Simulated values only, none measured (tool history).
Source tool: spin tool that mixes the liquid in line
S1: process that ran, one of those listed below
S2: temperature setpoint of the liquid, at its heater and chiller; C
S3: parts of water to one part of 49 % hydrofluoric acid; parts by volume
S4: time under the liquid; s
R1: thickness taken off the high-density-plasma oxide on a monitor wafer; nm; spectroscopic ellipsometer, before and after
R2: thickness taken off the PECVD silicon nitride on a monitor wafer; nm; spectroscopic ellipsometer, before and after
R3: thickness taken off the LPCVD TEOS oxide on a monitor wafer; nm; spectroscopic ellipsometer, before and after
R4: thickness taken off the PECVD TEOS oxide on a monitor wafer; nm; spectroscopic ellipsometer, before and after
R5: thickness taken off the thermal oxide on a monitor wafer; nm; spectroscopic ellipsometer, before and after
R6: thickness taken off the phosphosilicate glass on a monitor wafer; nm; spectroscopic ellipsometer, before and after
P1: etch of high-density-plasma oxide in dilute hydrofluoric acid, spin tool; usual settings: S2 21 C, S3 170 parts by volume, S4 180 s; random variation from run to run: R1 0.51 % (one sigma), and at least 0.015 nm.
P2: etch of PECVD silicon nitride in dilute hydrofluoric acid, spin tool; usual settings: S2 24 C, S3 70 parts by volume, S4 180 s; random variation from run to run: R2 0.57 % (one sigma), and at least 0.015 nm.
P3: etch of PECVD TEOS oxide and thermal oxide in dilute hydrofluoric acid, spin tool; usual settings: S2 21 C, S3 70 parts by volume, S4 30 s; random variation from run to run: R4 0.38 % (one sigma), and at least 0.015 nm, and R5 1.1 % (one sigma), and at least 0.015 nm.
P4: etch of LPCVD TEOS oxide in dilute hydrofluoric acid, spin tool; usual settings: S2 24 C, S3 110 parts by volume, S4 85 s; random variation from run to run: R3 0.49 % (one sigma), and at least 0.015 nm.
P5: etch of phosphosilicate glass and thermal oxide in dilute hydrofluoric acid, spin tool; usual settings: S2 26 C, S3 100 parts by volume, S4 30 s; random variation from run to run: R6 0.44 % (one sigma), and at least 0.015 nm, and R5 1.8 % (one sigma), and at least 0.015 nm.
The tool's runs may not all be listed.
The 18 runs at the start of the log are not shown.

Run 19, hour 56.7: S1 P3, S2 29 C, S3 70 parts by volume, S4 30 s. Result: R4 14.345 nm, R5 2.6901 nm.
Run 20, hour 60.8: S1 P1, S2 17 C, S3 170 parts by volume, S4 180 s. Result: R1 3.8692 nm.
Run 21, hour 63: S1 P1, S2 21 C, S3 170 parts by volume, S4 275 s. Result: R1 7.0225 nm.
Run 22, hour 66.6: S1 P3, S2 21 C, S3 70 parts by volume, S4 15 s. Result: R4 5.2288 nm, R5 0.97729 nm.
Run 23, hour 70.3: S1 P1, S2 21 C, S3 170 parts by volume, S4 180 s. Result: R1 4.6064 nm.
Run 24, hour 74.5: S1 P1, S2 21 C, S3 170 parts by volume, S4 180 s. Result: R1 4.5704 nm.
Run 25, hour 77.3: S1 P1, S2 21 C, S3 170 parts by volume, S4 180 s. Result: R1 4.588 nm.
Run 26, hour 81.1: S1 P1, S2 21 C, S3 170 parts by volume, S4 180 s. Result: R1 4.533 nm.
Run 27, hour 83.9: S1 P4, S2 17.5 C, S3 110 parts by volume, S4 85 s. Result: R3 14.048 nm.
Run 28, hour 87.9: S1 P1, S2 21 C, S3 170 parts by volume, S4 55 s. Result: R1 1.4131 nm.
Run 29, hour 90.8: S1 P2, S2 24 C, S3 70 parts by volume, S4 180 s. Result: R2 14.607 nm.
Run 30, hour 93.7: S1 P1, S2 24 C, S3 170 parts by volume, S4 20 s. Result: R1 0.56039 nm.
Run 31, hour 97.9: S1 P1, S2 21 C, S3 170 parts by volume, S4 180 s. Result: R1 4.5605 nm.
Run 32, hour 101.2: S1 P1, S2 21 C, S3 170 parts by volume, S4 180 s. Result: R1 4.7653 nm.

What does the tool deliver on the next run?
Run 33, hour 104.3: S1 P1, S2 21 C, S3 170 parts by volume, S4 180 s. Result: R1 ?.

{"run 33": {"R1": 4.8926}}

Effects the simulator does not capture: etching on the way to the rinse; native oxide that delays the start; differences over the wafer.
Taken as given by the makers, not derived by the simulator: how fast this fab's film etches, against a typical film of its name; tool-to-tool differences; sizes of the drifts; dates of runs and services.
